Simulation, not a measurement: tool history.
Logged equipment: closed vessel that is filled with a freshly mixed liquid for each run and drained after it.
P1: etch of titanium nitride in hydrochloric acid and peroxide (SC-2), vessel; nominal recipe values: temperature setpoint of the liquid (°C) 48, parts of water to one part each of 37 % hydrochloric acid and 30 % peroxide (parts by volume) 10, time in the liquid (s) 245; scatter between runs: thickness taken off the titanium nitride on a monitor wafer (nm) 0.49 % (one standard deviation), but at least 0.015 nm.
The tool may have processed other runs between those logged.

run	hour	temperature setpoint of the liquid (°C)	parts of water to one part each of 37 % hydrochloric acid and 30 % peroxide (parts by volume)	time in the liquid (s)	hours since the thermometer was replaced	hours since the chemicals flow meter was replaced	hours since the drum of peroxide was connected	thickness taken off the titanium nitride on a monitor wafer (nm)
1	8	48	10	245	1568.6	308.4	681.5	4.7043
2	20.7	48	10	30	1581.3	321.1	694.2	0.5695
3	36.6	63.5	10	245	1597.2	337	710.1	12.643
4	52.2	48	4	120	1612.8	352.6	725.7	4.5115
5	60.4	48	18.5	245	1621	360.8	733.9	2.7304
6	71.3	48	10	245	1631.9	371.7	744.8	4.6389
7	81.6	48	10	245	1642.2	382	755.1	4.6926
8	91.3	48	10	245	1651.9	391.7	764.8	4.655
9	105.8	35	10	245	1666.4	406.2	779.3	1.8689
10	122.3	48	10	490	1682.9	422.7	795.8	9.2743
11	135.5	48	4	245	1696.1	435.9	809	9.2068
12	147.1	48	14	120	1707.7	447.5	820.6	1.7404
13	161.6	48	10	245	1722.2	462	835.1	4.6789
14	172.6	48	10	245	1733.2	473	846.1	4.666
15	184.4	48	10	245	1745	484.8	857.9	4.4676
16	194.9	48	10	245	1755.5	495.3	868.4	4.3763
17	206	48	10	245	1766.6	506.4	879.5	4.3336
# hour 211.1: new drum of peroxide connected
18	218.1	48	10	245	1778.7	518.5	7.1	4.2559
19	227.7	48	10	245	1788.3	528.1	16.7	4.2297
20	238.7	48	10	245	1799.3	539.1	27.7	4.2055

P1 no longer gives what it gave before; its output has crept away from where it was. The following 2 causes, each at its listed size, fit the log equally well:
A: chemicals flow below the setpoint (%) = 10.6
B: liquid colder than its thermometer reads (K) = 1.4
The process output started creeping at around hour 172.6.
Why every other cause is out:
peroxide weaker than its label (%): serviced at hour 211.1, which brought nothing back

Of the 4 check runs below, each run on 3 wafers with the results averaged and each result still a question mark, which one would tell the listed causes apart?
check 1	249.7	35.5	4	245				?
check 2	249.7	63	10	115				?
check 3	249.7	48	17.5	80				?
check 4	249.7	36.5	10	475				?

What every check run would give for each of its results, assuming each possible cause in turn:
check	result	if A	if B
check 1	thickness taken off the titanium nitride on a monitor wafer (nm)	3.5913	3.4965
check 2	thickness taken off the titanium nitride on a monitor wafer (nm)	5.2399	5.28
check 3	thickness taken off the titanium nitride on a monitor wafer (nm)	0.84668	0.85194
check 4	thickness taken off the titanium nitride on a monitor wafer (nm)	3.6768	3.648
Per-check spread between the two closest causes, in the result where they differ most: check 1 2.68 %; check 2 0.76 %; check 3 0.62 %; check 4 0.79 %
Of the check runs offered, only check 1 discriminates between the causes; the rest would read about the same regardless of which cause applies.

Check 1 has now been run. It gave: thickness taken off the titanium nitride on a monitor wafer (nm) 3.5935. Which of the candidate causes is it?

The correct cause is A, namely: chemicals flow below the setpoint (%).
